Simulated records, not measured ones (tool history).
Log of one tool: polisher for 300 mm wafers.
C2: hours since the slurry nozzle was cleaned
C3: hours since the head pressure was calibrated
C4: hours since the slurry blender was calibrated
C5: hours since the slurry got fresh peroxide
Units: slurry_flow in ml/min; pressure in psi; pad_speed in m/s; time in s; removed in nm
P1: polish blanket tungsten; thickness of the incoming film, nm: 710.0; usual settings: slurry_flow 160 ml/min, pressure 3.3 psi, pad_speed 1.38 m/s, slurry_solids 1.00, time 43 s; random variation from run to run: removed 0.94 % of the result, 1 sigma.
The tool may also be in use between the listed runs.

run 1 hour=5.8 | slurry_flow=160 pressure=3.3 pad_speed=1.38 slurry_solids=1.00 time=43 | wafers_polished_on_this_pad=875 C2=493.6 C3=331.2 C4=153.9 C5=64.1 | removed=260.33
run 2 hour=9.1 | slurry_flow=160 pressure=3.3 pad_speed=1.38 slurry_solids=1.25 time=43 | wafers_polished_on_this_pad=926 C2=496.9 C3=334.5 C4=157.2 C5=67.4 | removed=275.29
run 3 hour=14.0 | slurry_flow=160 pressure=3.3 pad_speed=1.38 slurry_solids=1.00 time=43 | wafers_polished_on_this_pad=1002 C2=501.8 C3=339.4 C4=162.1 C5=72.3 | removed=261.13
run 4 hour=19.3 | slurry_flow=160 pressure=2.3 pad_speed=1.38 slurry_solids=1.00 time=43 | wafers_polished_on_this_pad=1084 C2=507.1 C3=344.7 C4=167.4 C5=77.6 | removed=185.34
run 5 hour=23.6 | slurry_flow=160 pressure=3.3 pad_speed=1.38 slurry_solids=0.50 time=43 | wafers_polished_on_this_pad=1151 C2=511.4 C3=349.0 C4=171.7 C5=81.9 | removed=224.08
run 6 hour=28.8 | slurry_flow=160 pressure=3.3 pad_speed=2.04 slurry_solids=1.00 time=43 | wafers_polished_on_this_pad=1231 C2=516.6 C3=354.2 C4=176.9 C5=87.1 | removed=397.12
run 7 hour=32.8 | slurry_flow=160 pressure=4.9 pad_speed=1.38 slurry_solids=1.00 time=58 | wafers_polished_on_this_pad=1293 C2=520.6 C3=358.2 C4=180.9 C5=91.1 | removed=530.36
run 8 hour=38.2 | slurry_flow=95 pressure=3.3 pad_speed=1.38 slurry_solids=1.00 time=43 | wafers_polished_on_this_pad=1377 C2=526.0 C3=363.6 C4=186.3 C5=96.5 | removed=231.19
-- hour=40.2 head pressure recalibrated
run 9 hour=43.2 | slurry_flow=230 pressure=3.3 pad_speed=1.38 slurry_solids=1.25 time=43 | wafers_polished_on_this_pad=1454 C2=531.0 C3=3.0 C4=191.3 C5=101.5 | removed=293.17
run 10 hour=48.8 | slurry_flow=160 pressure=3.3 pad_speed=1.38 slurry_solids=1.00 time=25 | wafers_polished_on_this_pad=1541 C2=536.6 C3=8.6 C4=196.9 C5=107.1 | removed=155.99
run 11 hour=52.2 | slurry_flow=160 pressure=5.0 pad_speed=1.38 slurry_solids=1.00 time=43 | wafers_polished_on_this_pad=1593 C2=540.0 C3=12.0 C4=200.3 C5=110.5 | removed=395.38
run 12 hour=55.3 | slurry_flow=160 pressure=5.1 pad_speed=1.72 slurry_solids=1.00 time=43 | wafers_polished_on_this_pad=1641 C2=543.1 C3=15.1 C4=203.4 C5=113.6 | removed=502.61
run 13 hour=58.3 | slurry_flow=160 pressure=3.3 pad_speed=1.38 slurry_solids=1.00 time=59 | wafers_polished_on_this_pad=1688 C2=546.1 C3=18.1 C4=206.4 C5=116.6 | removed=363.89
run 14 hour=62.0 | slurry_flow=160 pressure=3.3 pad_speed=1.38 slurry_solids=1.00 time=43 | wafers_polished_on_this_pad=1745 C2=549.8 C3=21.8 C4=210.1 C5=120.3 | removed=256.75
run 15 hour=66.3 | slurry_flow=160 pressure=3.3 pad_speed=0.62 slurry_solids=1.00 time=43 | wafers_polished_on_this_pad=1812 C2=554.1 C3=26.1 C4=214.4 C5=124.6 | removed=116.98
run 16 hour=69.7 | slurry_flow=160 pressure=3.3 pad_speed=1.38 slurry_solids=1.00 time=43 | wafers_polished_on_this_pad=1864 C2=557.5 C3=29.5 C4=217.8 C5=128.0 | removed=263.20
run 17 hour=72.6 | slurry_flow=210 pressure=3.3 pad_speed=1.38 slurry_solids=1.00 time=43 | wafers_polished_on_this_pad=1909 C2=560.4 C3=32.4 C4=220.7 C5=130.9 | removed=276.17
run 18 hour=77.1 | slurry_flow=160 pressure=3.3 pad_speed=1.38 slurry_solids=1.00 time=43 | wafers_polished_on_this_pad=1979 C2=564.9 C3=36.9 C4=225.2 C5=135.4 | removed=262.02
run 19 hour=80.1 | slurry_flow=160 pressure=3.3 pad_speed=1.38 slurry_solids=1.00 time=43 | wafers_polished_on_this_pad=2025 C2=567.9 C3=39.9 C4=228.2 C5=138.4 | removed=259.23

The next listed run, before its measurement:
run 20 hour=84.8 | slurry_flow=160 pressure=3.3 pad_speed=1.38 slurry_solids=1.00 time=43 | wafers_polished_on_this_pad=2098 C2=572.6 C3=44.6 C4=232.9 C5=143.1 | removed=?

Run 20 gave removed 249.23 nm.

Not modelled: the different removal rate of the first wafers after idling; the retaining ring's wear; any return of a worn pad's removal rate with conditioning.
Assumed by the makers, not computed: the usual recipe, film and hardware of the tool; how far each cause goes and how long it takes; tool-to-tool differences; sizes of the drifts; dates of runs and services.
